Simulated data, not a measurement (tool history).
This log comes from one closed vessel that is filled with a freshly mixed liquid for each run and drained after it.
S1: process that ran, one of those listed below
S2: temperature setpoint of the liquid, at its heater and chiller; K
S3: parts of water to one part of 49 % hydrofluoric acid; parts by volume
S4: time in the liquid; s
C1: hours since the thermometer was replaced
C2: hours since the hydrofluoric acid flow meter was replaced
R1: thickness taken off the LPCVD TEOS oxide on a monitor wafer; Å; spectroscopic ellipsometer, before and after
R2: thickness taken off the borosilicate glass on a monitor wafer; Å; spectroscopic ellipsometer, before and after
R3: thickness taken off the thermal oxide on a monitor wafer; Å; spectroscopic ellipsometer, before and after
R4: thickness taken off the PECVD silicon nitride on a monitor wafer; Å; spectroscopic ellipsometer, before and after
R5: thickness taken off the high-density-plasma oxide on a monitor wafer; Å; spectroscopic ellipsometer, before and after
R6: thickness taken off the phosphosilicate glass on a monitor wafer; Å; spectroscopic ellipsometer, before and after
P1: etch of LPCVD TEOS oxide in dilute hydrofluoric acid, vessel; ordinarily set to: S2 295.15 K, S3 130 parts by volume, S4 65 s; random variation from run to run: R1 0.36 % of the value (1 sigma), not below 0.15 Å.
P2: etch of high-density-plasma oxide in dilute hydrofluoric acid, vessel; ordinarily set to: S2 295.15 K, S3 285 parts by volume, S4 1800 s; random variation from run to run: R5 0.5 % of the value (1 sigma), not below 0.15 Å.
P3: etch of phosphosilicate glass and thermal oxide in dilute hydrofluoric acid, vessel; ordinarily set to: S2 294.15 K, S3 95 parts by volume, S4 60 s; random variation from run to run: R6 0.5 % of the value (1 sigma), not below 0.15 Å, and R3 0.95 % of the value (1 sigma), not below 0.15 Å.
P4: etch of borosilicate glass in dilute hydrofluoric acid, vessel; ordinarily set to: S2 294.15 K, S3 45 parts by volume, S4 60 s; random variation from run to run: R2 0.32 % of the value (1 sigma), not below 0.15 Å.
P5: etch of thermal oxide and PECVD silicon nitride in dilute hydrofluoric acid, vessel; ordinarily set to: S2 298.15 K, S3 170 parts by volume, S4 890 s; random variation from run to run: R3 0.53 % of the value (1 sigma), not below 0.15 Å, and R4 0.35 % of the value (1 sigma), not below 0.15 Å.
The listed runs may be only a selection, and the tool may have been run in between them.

{"run": 1, "hour": 10.1, "S1": "P1", "S2": 295.15, "S3": 130, "S4": 65, "C1": 271.7, "C2": 118.9, "R1": 75.121}
{"run": 2, "hour": 23.2, "S1": "P4", "S2": 294.15, "S3": 45, "S4": 100, "C1": 284.8, "C2": 132.0, "R2": 386.61}
{"run": 3, "hour": 35.2, "S1": "P5", "S2": 305.65, "S3": 170, "S4": 890, "C1": 296.8, "C2": 144.0, "R3": 317.4, "R4": 495.22}
{"run": 4, "hour": 49.1, "S1": "P1", "S2": 295.15, "S3": 205, "S4": 65, "C1": 310.7, "C2": 157.9, "R1": 44.031}
{"run": 5, "hour": 66.0, "S1": "P1", "S2": 295.15, "S3": 130, "S4": 65, "C1": 327.6, "C2": 174.8, "R1": 75.337}
{"run": 6, "hour": 77.2, "S1": "P1", "S2": 295.15, "S3": 130, "S4": 65, "C1": 338.8, "C2": 186.0, "R1": 74.237}
{"run": 7, "hour": 85.8, "S1": "P2", "S2": 295.15, "S3": 285, "S4": 95, "C1": 347.4, "C2": 194.6, "R5": 12.811}
{"run": 8, "hour": 95.7, "S1": "P1", "S2": 290.15, "S3": 130, "S4": 65, "C1": 357.3, "C2": 204.5, "R1": 61.396}
{"run": 9, "hour": 113.3, "S1": "P5", "S2": 298.15, "S3": 250, "S4": 890, "C1": 374.9, "C2": 222.1, "R3": 151.61, "R4": 213.86}
{"run": 10, "hour": 131.8, "S1": "P4", "S2": 301.65, "S3": 45, "S4": 60, "C1": 393.4, "C2": 240.6, "R2": 315.31}
{"run": 11, "hour": 144.3, "S1": "P1", "S2": 295.15, "S3": 130, "S4": 30, "C1": 405.9, "C2": 253.1, "R1": 34.848}
{"run": 12, "hour": 160.9, "S1": "P1", "S2": 295.15, "S3": 130, "S4": 115, "C1": 422.5, "C2": 269.7, "R1": 132.31}
{"run": 13, "hour": 178.1, "S1": "P4", "S2": 294.15, "S3": 75, "S4": 60, "C1": 439.7, "C2": 286.9, "R2": 134.48}
{"run": 14, "hour": 196.0, "S1": "P3", "S2": 294.15, "S3": 95, "S4": 60, "C1": 457.6, "C2": 304.8, "R3": 24.22, "R6": 608.5}
{"run": 15, "hour": 208.1, "S1": "P4", "S2": 294.15, "S3": 45, "S4": 60, "C1": 469.7, "C2": 316.9, "R2": 232.81}
{"run": 16, "hour": 220.1, "S1": "P1", "S2": 300.15, "S3": 130, "S4": 65, "C1": 481.7, "C2": 328.9, "R1": 91.409}
{"run": 17, "hour": 235.8, "S1": "P3", "S2": 290.15, "S3": 95, "S4": 60, "C1": 497.4, "C2": 344.6, "R3": 20.305, "R6": 512.19}
{"run": 18, "hour": 251.7, "S1": "P3", "S2": 294.15, "S3": 30, "S4": 60, "C1": 513.3, "C2": 360.5, "R3": 82.135, "R6": 2064.1}
{"run": 19, "hour": 261.1, "S1": "P5", "S2": 298.15, "S3": 170, "S4": 890, "C1": 522.7, "C2": 369.9, "R3": 242.08, "R4": 312.59}
{"run": 20, "hour": 269.4, "S1": "P5", "S2": 298.15, "S3": 170, "S4": 30, "C1": 531.0, "C2": 378.2, "R3": 7.8444, "R4": 10.751}
{"run": 21, "hour": 278.3, "S1": "P2", "S2": 295.15, "S3": 285, "S4": 1800, "C1": 539.9, "C2": 387.1, "R5": 247.28}
{"run": 22, "hour": 291.3, "S1": "P3", "S2": 294.15, "S3": 95, "S4": 60, "C1": 552.9, "C2": 400.1, "R3": 23.827, "R6": 601.72}
{"run": 23, "hour": 299.8, "S1": "P2", "S2": 295.15, "S3": 285, "S4": 1800, "C1": 561.4, "C2": 408.6, "R5": 247.54}
{"run": 24, "hour": 310.5, "S1": "P1", "S2": 295.15, "S3": 130, "S4": 65, "C1": 572.1, "C2": 419.3, "R1": 75.09}
{"run": 25, "hour": 320.6, "S1": "P5", "S2": 298.15, "S3": 170, "S4": 890, "C1": 582.2, "C2": 429.4, "R3": 243.54, "R4": 313.09}
{"run": 26, "hour": 331.5, "S1": "P1", "S2": 295.15, "S3": 200, "S4": 30, "C1": 593.1, "C2": 440.3, "R1": 20.61}
{"run": 27, "hour": 344.9, "S1": "P3", "S2": 294.15, "S3": 95, "S4": 30, "C1": 606.5, "C2": 453.7, "R3": 11.899, "R6": 304.01}
{"run": 28, "hour": 359.1, "S1": "P2", "S2": 295.15, "S3": 65, "S4": 1800, "C1": 620.7, "C2": 467.9, "R5": 1361.9}
{"run": 29, "hour": 373.3, "S1": "P1", "S2": 295.15, "S3": 130, "S4": 65, "C1": 634.9, "C2": 482.1, "R1": 75.125}
{"run": 30, "hour": 386.2, "S1": "P1", "S2": 295.15, "S3": 80, "S4": 125, "C1": 647.8, "C2": 495.0, "R1": 247.84}
{"run": 31, "hour": 403.4, "S1": "P2", "S2": 290.15, "S3": 285, "S4": 1800, "C1": 665.0, "C2": 512.2, "R5": 205.14}
{"run": 32, "hour": 419.2, "S1": "P1", "S2": 295.15, "S3": 80, "S4": 65, "C1": 680.8, "C2": 528.0, "R1": 128.78}
{"run": 33, "hour": 436.4, "S1": "P1", "S2": 295.15, "S3": 130, "S4": 65, "C1": 698.0, "C2": 545.2, "R1": 74.582}
{"run": 34, "hour": 449.6, "S1": "P1", "S2": 295.15, "S3": 130, "S4": 65, "C1": 711.2, "C2": 558.4, "R1": 72.304}
{"run": 35, "hour": 465.2, "S1": "P1", "S2": 295.15, "S3": 130, "S4": 65, "C1": 726.8, "C2": 574.0, "R1": 70.715}
{"run": 36, "hour": 480.2, "S1": "P1", "S2": 295.15, "S3": 130, "S4": 65, "C1": 741.8, "C2": 589.0, "R1": 69.613}
{"run": 37, "hour": 496.8, "S1": "P1", "S2": 295.15, "S3": 130, "S4": 65, "C1": 758.4, "C2": 605.6, "R1": 69.49}
{"run": 38, "hour": 514.3, "S1": "P1", "S2": 295.15, "S3": 130, "S4": 65, "C1": 775.9, "C2": 623.1, "R1": 68.871}
{"run": 39, "hour": 522.6, "S1": "P1", "S2": 295.15, "S3": 130, "S4": 65, "C1": 784.2, "C2": 631.4, "R1": 68.151}
{"run": 40, "hour": 535.4, "S1": "P1", "S2": 295.15, "S3": 130, "S4": 65, "C1": 797.0, "C2": 644.2, "R1": 68.24}
{"run": 41, "hour": 550.6, "S1": "P1", "S2": 295.15, "S3": 130, "S4": 65, "C1": 812.2, "C2": 659.4, "R1": 67.915}

The log shows P1 creeping away from where it was. Any of the 2 causes listed here, at the size stated for it, fits the log just as well as the others:
A: liquid colder than its thermometer reads (K) = 2.35
B: hydrofluoric acid flow below the setpoint (%) = 7.81
The gradual shift began around hour 436.4.

The check runs listed below each take one wafer, and their results are still question marks. Under which run would the listed causes lead to clearly different results?
{"run": "check 1", "hour": 565.8, "S1": "P3", "S2": 294.15, "S3": 65, "S4": 30, "R3": "?", "R6": "?"}
{"run": "check 2", "hour": 565.8, "S1": "P5", "S2": 298.15, "S3": 170, "S4": 80, "R3": "?", "R4": "?"}
{"run": "check 3", "hour": 565.8, "S1": "P4", "S2": 301.15, "S3": 75, "S4": 60, "R2": "?"}
{"run": "check 4", "hour": 565.8, "S1": "P2", "S2": 295.15, "S3": 70, "S4": 505, "R5": "?"}

Outcome of each check run for each possible cause:
check=check_1 result=R3 if_A=16.6800 if_B=16.8630
check=check_1 result=R6 if_A=414.08 if_B=418.63
check=check_2 result=R3 if_A=19.9870 if_B=19.8120
check=check_2 result=R4 if_A=24.134 if_B=25.878
check=check_3 result=R2 if_A=162.63 if_B=163.03
check=check_4 result=R5 if_A=319.680 if_B=322.640
How far apart the two closest causes lie, in the result that separates them most: check 1 1.09 %; check 2 6.98 %; check 3 0.24 %; check 4 0.92 %
Of the check runs offered, only check 2 discriminates between the causes; the rest would read about the same regardless of which cause applies.

Then check 2 was run and gave: R3 19.8960 Å; R4 24.215 Å. Which cause is it?

Of the candidate causes, it is A: liquid colder than its thermometer reads (K).
